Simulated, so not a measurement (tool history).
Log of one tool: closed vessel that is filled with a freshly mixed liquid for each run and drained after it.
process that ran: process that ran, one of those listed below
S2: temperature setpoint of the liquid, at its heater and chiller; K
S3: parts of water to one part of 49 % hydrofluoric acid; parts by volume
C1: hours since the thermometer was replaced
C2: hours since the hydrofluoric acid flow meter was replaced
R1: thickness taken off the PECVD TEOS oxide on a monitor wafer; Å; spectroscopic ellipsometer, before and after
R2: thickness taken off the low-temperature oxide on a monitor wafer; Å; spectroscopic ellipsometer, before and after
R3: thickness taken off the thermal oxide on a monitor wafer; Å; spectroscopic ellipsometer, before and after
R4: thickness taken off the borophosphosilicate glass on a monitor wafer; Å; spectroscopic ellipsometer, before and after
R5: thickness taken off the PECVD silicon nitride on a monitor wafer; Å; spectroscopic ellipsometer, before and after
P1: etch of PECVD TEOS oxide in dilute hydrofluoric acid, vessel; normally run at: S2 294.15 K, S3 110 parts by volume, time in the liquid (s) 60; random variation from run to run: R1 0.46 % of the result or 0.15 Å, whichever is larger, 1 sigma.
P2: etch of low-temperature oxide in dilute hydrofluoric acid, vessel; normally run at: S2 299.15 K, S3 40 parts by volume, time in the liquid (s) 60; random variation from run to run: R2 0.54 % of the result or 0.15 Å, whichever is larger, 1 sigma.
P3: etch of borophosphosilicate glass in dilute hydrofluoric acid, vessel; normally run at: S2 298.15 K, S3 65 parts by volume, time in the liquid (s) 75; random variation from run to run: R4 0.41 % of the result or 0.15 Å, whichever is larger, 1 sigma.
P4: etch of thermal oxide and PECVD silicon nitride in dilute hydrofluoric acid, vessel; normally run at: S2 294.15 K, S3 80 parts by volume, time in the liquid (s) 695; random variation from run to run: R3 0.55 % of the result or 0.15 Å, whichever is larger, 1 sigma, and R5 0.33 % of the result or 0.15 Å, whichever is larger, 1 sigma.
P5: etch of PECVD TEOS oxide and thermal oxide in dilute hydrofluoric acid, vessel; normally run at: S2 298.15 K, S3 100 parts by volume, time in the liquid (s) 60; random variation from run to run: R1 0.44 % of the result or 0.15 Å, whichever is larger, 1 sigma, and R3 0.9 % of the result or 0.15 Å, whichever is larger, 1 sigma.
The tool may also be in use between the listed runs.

run 1 day=0.208 | process_that_ran=P1 S2=294.15 S3=110 time_in_the_liquid_(s)=60 | C1=1351.7 C2=182.5 | R1=119.75
run 2 day=0.542 | process_that_ran=P2 S2=299.15 S3=65 time_in_the_liquid_(s)=60 | C1=1359.7 C2=190.5 | R2=262.5
run 3 day=0.833 | process_that_ran=P2 S2=299.15 S3=40 time_in_the_liquid_(s)=60 | C1=1366.7 C2=197.5 | R2=436.72
run 4 day=1.012 | process_that_ran=P2 S2=299.15 S3=40 time_in_the_liquid_(s)=110 | C1=1371 C2=201.8 | R2=797.44
run 5 day=1.283 | process_that_ran=P5 S2=298.15 S3=100 time_in_the_liquid_(s)=115 | C1=1377.5 C2=208.3 | R1=305.59 R3=58.342
run 6 day=1.692 | process_that_ran=P1 S2=294.15 S3=110 time_in_the_liquid_(s)=60 | C1=1387.3 C2=218.1 | R1=118.15
run 7 day=2.017 | process_that_ran=P5 S2=298.15 S3=170 time_in_the_liquid_(s)=60 | C1=1395.1 C2=225.9 | R1=86.315 R3=16.184
run 8 day=2.362 | process_that_ran=P1 S2=290.15 S3=180 time_in_the_liquid_(s)=60 | C1=1403.4 C2=234.2 | R1=57.361
run 9 day=2.546 | process_that_ran=P2 S2=299.15 S3=40 time_in_the_liquid_(s)=60 | C1=1407.8 C2=238.6 | R2=435.38
run 10 day=2.729 | process_that_ran=P1 S2=298.65 S3=75 time_in_the_liquid_(s)=60 | C1=1412.2 C2=243 | R1=216.03
run 11 day=2.933 | process_that_ran=P1 S2=294.15 S3=110 time_in_the_liquid_(s)=105 | C1=1417.1 C2=247.9 | R1=206.57
run 12 day=3.321 | process_that_ran=P1 S2=294.15 S3=40 time_in_the_liquid_(s)=60 | C1=1426.4 C2=257.2 | R1=354.22
run 13 day=3.521 | process_that_ran=P1 S2=294.15 S3=110 time_in_the_liquid_(s)=60 | C1=1431.2 C2=262 | R1=119.44
run 14 day=3.758 | process_that_ran=P5 S2=294.15 S3=100 time_in_the_liquid_(s)=60 | C1=1436.9 C2=267.7 | R1=135.89 R3=25.57
run 15 day=4.104 | process_that_ran=P1 S2=290.15 S3=110 time_in_the_liquid_(s)=60 | C1=1445.2 C2=276 | R1=100.62
run 16 day=4.388 | process_that_ran=P1 S2=294.15 S3=110 time_in_the_liquid_(s)=30 | C1=1452 C2=282.8 | R1=59.095
run 17 day=4.75 | process_that_ran=P3 S2=298.15 S3=65 time_in_the_liquid_(s)=135 | C1=1460.7 C2=291.5 | R4=719.86
run 18 day=4.996 | process_that_ran=P5 S2=298.15 S3=100 time_in_the_liquid_(s)=60 | C1=1466.6 C2=297.4 | R1=157.84 R3=29.677
run 19 day=5.267 | process_that_ran=P3 S2=292.15 S3=65 time_in_the_liquid_(s)=75 | C1=1473.1 C2=303.9 | R4=311.08
run 20 day=5.554 | process_that_ran=P1 S2=301.65 S3=110 time_in_the_liquid_(s)=60 | C1=1480 C2=310.8 | R1=159.75
run 21 day=5.954 | process_that_ran=P4 S2=294.15 S3=80 time_in_the_liquid_(s)=695 | C1=1489.6 C2=320.4 | R3=387.18 R5=397.48
run 22 day=6.254 | process_that_ran=P4 S2=290.15 S3=80 time_in_the_liquid_(s)=695 | C1=1496.8 C2=327.6 | R3=330.46 R5=300.75
run 23 day=6.612 | process_that_ran=P3 S2=298.15 S3=65 time_in_the_liquid_(s)=75 | C1=1505.4 C2=336.2 | R4=401.47
run 24 day=6.817 | process_that_ran=P4 S2=294.15 S3=80 time_in_the_liquid_(s)=695 | C1=1510.3 C2=341.1 | R3=390.9 R5=394.96
run 25 day=7.15 | process_that_ran=P1 S2=294.15 S3=110 time_in_the_liquid_(s)=60 | C1=1518.3 C2=349.1 | R1=118.51
run 26 day=7.367 | process_that_ran=P4 S2=294.15 S3=35 time_in_the_liquid_(s)=695 | C1=1523.5 C2=354.3 | R3=951.9 R5=886.57
run 27 day=7.608 | process_that_ran=P1 S2=294.15 S3=150 time_in_the_liquid_(s)=60 | C1=1529.3 C2=360.1 | R1=82.897
run 28 day=7.908 | process_that_ran=P4 S2=294.15 S3=80 time_in_the_liquid_(s)=140 | C1=1536.5 C2=367.3 | R3=78.812 R5=79.187
run 29 day=8.162 | process_that_ran=P2 S2=307.15 S3=40 time_in_the_liquid_(s)=60 | C1=1542.6 C2=373.4 | R2=604.86
run 30 day=8.475 | process_that_ran=P3 S2=298.15 S3=110 time_in_the_liquid_(s)=75 | C1=1550.1 C2=380.9 | R4=223.73
run 31 day=8.758 | process_that_ran=P1 S2=294.15 S3=110 time_in_the_liquid_(s)=60 | C1=1556.9 C2=387.7 | R1=118.76
run 32 day=9.138 | process_that_ran=P1 S2=294.15 S3=110 time_in_the_liquid_(s)=60 | C1=1566 C2=396.8 | R1=114.65
run 33 day=9.371 | process_that_ran=P1 S2=294.15 S3=110 time_in_the_liquid_(s)=60 | C1=1571.6 C2=402.4 | R1=112.85

Run 34 comes next. What will it give?
run 34 day=9.571 | process_that_ran=P1 S2=294.15 S3=110 time_in_the_liquid_(s)=60 | C1=1576.4 C2=407.2 | R1=?

{"run 34": {"R1": 112.31}}
